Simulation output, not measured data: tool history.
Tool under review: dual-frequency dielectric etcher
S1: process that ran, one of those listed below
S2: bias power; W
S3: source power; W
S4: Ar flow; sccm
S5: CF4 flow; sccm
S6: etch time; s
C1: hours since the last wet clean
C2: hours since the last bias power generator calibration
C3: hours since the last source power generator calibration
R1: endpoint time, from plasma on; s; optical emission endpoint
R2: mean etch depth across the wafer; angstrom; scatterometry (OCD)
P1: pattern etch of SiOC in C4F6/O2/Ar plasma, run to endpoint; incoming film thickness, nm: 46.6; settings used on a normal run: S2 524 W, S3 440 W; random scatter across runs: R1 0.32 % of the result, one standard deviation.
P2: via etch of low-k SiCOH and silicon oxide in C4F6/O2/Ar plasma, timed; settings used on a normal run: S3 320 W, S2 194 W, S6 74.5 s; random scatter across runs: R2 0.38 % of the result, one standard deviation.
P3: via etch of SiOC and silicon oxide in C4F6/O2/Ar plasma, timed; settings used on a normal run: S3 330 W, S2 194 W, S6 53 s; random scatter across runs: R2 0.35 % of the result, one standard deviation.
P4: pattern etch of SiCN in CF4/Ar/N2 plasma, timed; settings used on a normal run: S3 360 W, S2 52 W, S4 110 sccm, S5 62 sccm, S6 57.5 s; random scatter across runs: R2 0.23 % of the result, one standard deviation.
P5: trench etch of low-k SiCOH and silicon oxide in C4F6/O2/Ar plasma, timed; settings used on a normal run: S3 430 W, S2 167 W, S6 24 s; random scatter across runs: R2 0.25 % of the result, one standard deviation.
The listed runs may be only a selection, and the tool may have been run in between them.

Run 1, day 0.417: S1 P1, S2 524 W, S3 440 W; C1 261.9; C2 1013.9; C3 1425.3. Result: R1 14.83 s.
Run 2, day 0.712: S1 P1, S2 634 W, S3 440 W; C1 269; C2 1021; C3 1432.4. Result: R1 13.79 s.
Run 3, day 1.254: S1 P4, S2 52 W, S3 230 W, S4 110 sccm, S5 62 sccm, S6 57.5 s; C1 282; C2 1034; C3 1445.4. Result: R2 233.76 angstrom.
Run 4, day 1.571: S1 P1, S2 524 W, S3 320 W; C1 289.6; C2 1041.6; C3 1453. Result: R1 16.687 s.
Run 5, day 1.933: S1 P4, S2 52 W, S3 360 W, S4 89 sccm, S5 62 sccm, S6 57.5 s; C1 298.3; C2 1050.3; C3 1461.7. Result: R2 357.02 angstrom.
Run 6, day 2.242: S1 P2, S2 194 W, S3 450 W, S6 74.5 s; C1 305.7; C2 1057.7; C3 1469.1. Result: R2 2282.8 angstrom.
Run 7, day 2.583: S1 P3, S2 129 W, S3 330 W, S6 53 s; C1 313.9; C2 1065.9; C3 1477.3. Result: R2 485.97 angstrom.
Run 8, day 3.067: S1 P3, S2 194 W, S3 460 W, S6 53 s; C1 325.5; C2 1077.5; C3 1488.9. Result: R2 626.92 angstrom.
Run 9, day 3.388: S1 P1, S2 524 W, S3 440 W; C1 333.2; C2 1085.2; C3 1496.6. Result: R1 14.799 s.
Run 10, day 3.692: S1 P1, S2 524 W, S3 440 W; C1 340.5; C2 1092.5; C3 1503.9. Result: R1 14.831 s.
Run 11, day 4.142: S1 P5, S2 167 W, S3 560 W, S6 24 s; C1 351.3; C2 1103.3; C3 1514.7. Result: R2 811.37 angstrom.
Run 12, day 4.479: S1 P3, S2 194 W, S3 330 W, S6 53 s; C1 359.4; C2 1111.4; C3 1522.8. Result: R2 552.57 angstrom.
Run 13, day 4.788: S1 P1, S2 524 W, S3 440 W; C1 366.8; C2 1118.8; C3 1530.2. Result: R1 14.858 s.
Run 14, day 5.179: S1 P2, S2 194 W, S3 320 W, S6 74.5 s; C1 376.2; C2 1128.2; C3 1539.6. Result: R2 2009.8 angstrom.
Run 15, day 5.821: S1 P4, S2 52 W, S3 360 W, S4 110 sccm, S5 83 sccm, S6 57.5 s; C1 391.6; C2 1143.6; C3 1555. Result: R2 364.05 angstrom.
Run 16, day 6.354: S1 P2, S2 194 W, S3 320 W, S6 74.5 s; C1 404.4; C2 1156.4; C3 1567.8. Result: R2 1999.5 angstrom.
Run 17, day 6.708: S1 P1, S2 524 W, S3 440 W; C1 412.9; C2 1164.9; C3 1576.3. Result: R1 14.873 s.
Run 18, day 7.158: S1 P1, S2 425 W, S3 440 W; C1 423.7; C2 1175.7; C3 1587.1. Result: R1 16.078 s.
Run 19, day 7.692: S1 P5, S2 167 W, S3 430 W, S6 30.5 s; C1 436.5; C2 1188.5; C3 1599.9. Result: R2 930.27 angstrom.
Run 20, day 8.221: S1 P1, S2 524 W, S3 440 W; C1 449.2; C2 1201.2; C3 1612.6. Result: R1 14.848 s.
Run 21, day 8.65: S1 P1, S2 524 W, S3 570 W; C1 459.5; C2 1211.5; C3 1622.9. Result: R1 13.542 s.
Run 22, day 9.312: S1 P5, S2 167 W, S3 430 W, S6 24 s; C1 475.4; C2 1227.4; C3 1638.8. Result: R2 732.22 angstrom.
Run 23, day 9.708: S1 P2, S2 129 W, S3 320 W, S6 74.5 s; C1 484.9; C2 1236.9; C3 1648.3. Result: R2 1754.2 angstrom.
Run 24, day 10.15: S1 P1, S2 353 W, S3 560 W; C1 495.5; C2 1247.5; C3 1658.9. Result: R1 15.616 s.
Run 25, day 10.708: S1 P4, S2 52 W, S3 360 W, S4 110 sccm, S5 62 sccm, S6 57.5 s; C1 508.9; C2 1260.9; C3 1672.3. Result: R2 345.91 angstrom.
Run 26, day 11.267: S1 P5, S2 237 W, S3 430 W, S6 24 s; C1 522.3; C2 1274.3; C3 1685.7. Result: R2 819.31 angstrom.
Run 27, day 11.821: S1 P4, S2 39 W, S3 360 W, S4 110 sccm, S5 62 sccm, S6 57.5 s; C1 535.6; C2 1287.6; C3 1699. Result: R2 315.67 angstrom.
Run 28, day 12.271: S1 P3, S2 194 W, S3 330 W, S6 30 s; C1 546.4; C2 1298.4; C3 1709.8. Result: R2 313.84 angstrom.
Run 29, day 12.796: S1 P2, S2 194 W, S3 320 W, S6 53 s; C1 559; C2 1311; C3 1722.4. Result: R2 1423.3 angstrom.
Run 30, day 13.383: S1 P4, S2 52 W, S3 360 W, S4 110 sccm, S5 62 sccm, S6 57.5 s; C1 573.1; C2 1325.1; C3 1736.5. Result: R2 346.07 angstrom.
Run 31, day 13.938: S1 P4, S2 52 W, S3 360 W, S4 110 sccm, S5 62 sccm, S6 33 s; C1 586.4; C2 1338.4; C3 1749.8. Result: R2 198.66 angstrom.
Run 32, day 14.371: S1 P1, S2 524 W, S3 440 W; C1 596.8; C2 1348.8; C3 1760.2. Result: R1 14.907 s.
Run 33, day 14.954: S1 P1, S2 524 W, S3 440 W; C1 610.8; C2 1362.8; C3 1774.2. Result: R1 14.767 s.
Run 34, day 15.608: S1 P1, S2 524 W, S3 440 W; C1 626.5; C2 1378.5; C3 1789.9. Result: R1 14.65 s.
At day 15.808: wet clean of the chamber.
Run 35, day 16.104: S1 P1, S2 524 W, S3 440 W; C1 7.1; C2 1390.4; C3 1801.8. Result: R1 14.652 s.
Run 36, day 16.592: S1 P1, S2 524 W, S3 440 W; C1 18.8; C2 1402.1; C3 1813.5. Result: R1 14.725 s.
Run 37, day 17.038: S1 P1, S2 524 W, S3 440 W; C1 29.5; C2 1412.8; C3 1824.2. Result: R1 14.68 s.
Run 38, day 17.604: S1 P1, S2 524 W, S3 440 W; C1 43.1; C2 1426.4; C3 1837.8. Result: R1 14.585 s.
Run 39, day 18.167: S1 P1, S2 524 W, S3 440 W; C1 56.6; C2 1439.9; C3 1851.3. Result: R1 14.639 s.

The output of P1 has drifted from where it used to be. Each of the 2 causes below, taken at the size shown beside it, accounts for the log equally well:
A: source power that arrives over what is set, % = 4.49
B: bias power that arrives over what is set, % = 4.41
The onset of the drift is placed at about day 14.371.
Other possible causes, and why each is ruled out:
chamber walls in a state that raises the etch rate, %: maintenance at day 15.808, after the shift began, did not return the process to its former output

Listed below are the offered check runs, one wafer per run, with question marks in place of results. For which of them would the causes give clearly different outcomes?
Run check 1, day 18.729: S1 P4, S2 52 W, S3 300 W, S4 110 sccm, S5 62 sccm, S6 33.5 s. Result: R2 ?.
Run check 2, day 18.729: S1 P2, S2 148 W, S3 320 W, S6 74.5 s. Result: R2 ?.
Run check 3, day 18.729: S1 P5, S2 167 W, S3 540 W, S6 28.5 s. Result: R2 ?.
Run check 4, day 18.729: S1 P3, S2 194 W, S3 430 W, S6 30 s. Result: R2 ?.

Expected result of each check under each candidate cause:
  check  result    if A    if B
check 1      R2  178.44  174.27
check 2      R2  1867.5  1860.2
check 3      R2  967.37  963.36
check 4      R2  352.82  351.81
Smallest distance between any two causes, each pair judged by its most separating result, in per cent: check 1 2.36 %; check 2 0.39 %; check 3 0.42 %; check 4 0.29 %
The other checks would show nearly matching results whichever cause is true, so check 1 is the only one that separates the causes.

Running check 1 produced the following: R2 174.51 angstrom. Which one of the listed causes fits?

B is the cause: bias power that arrives over what is set, %.
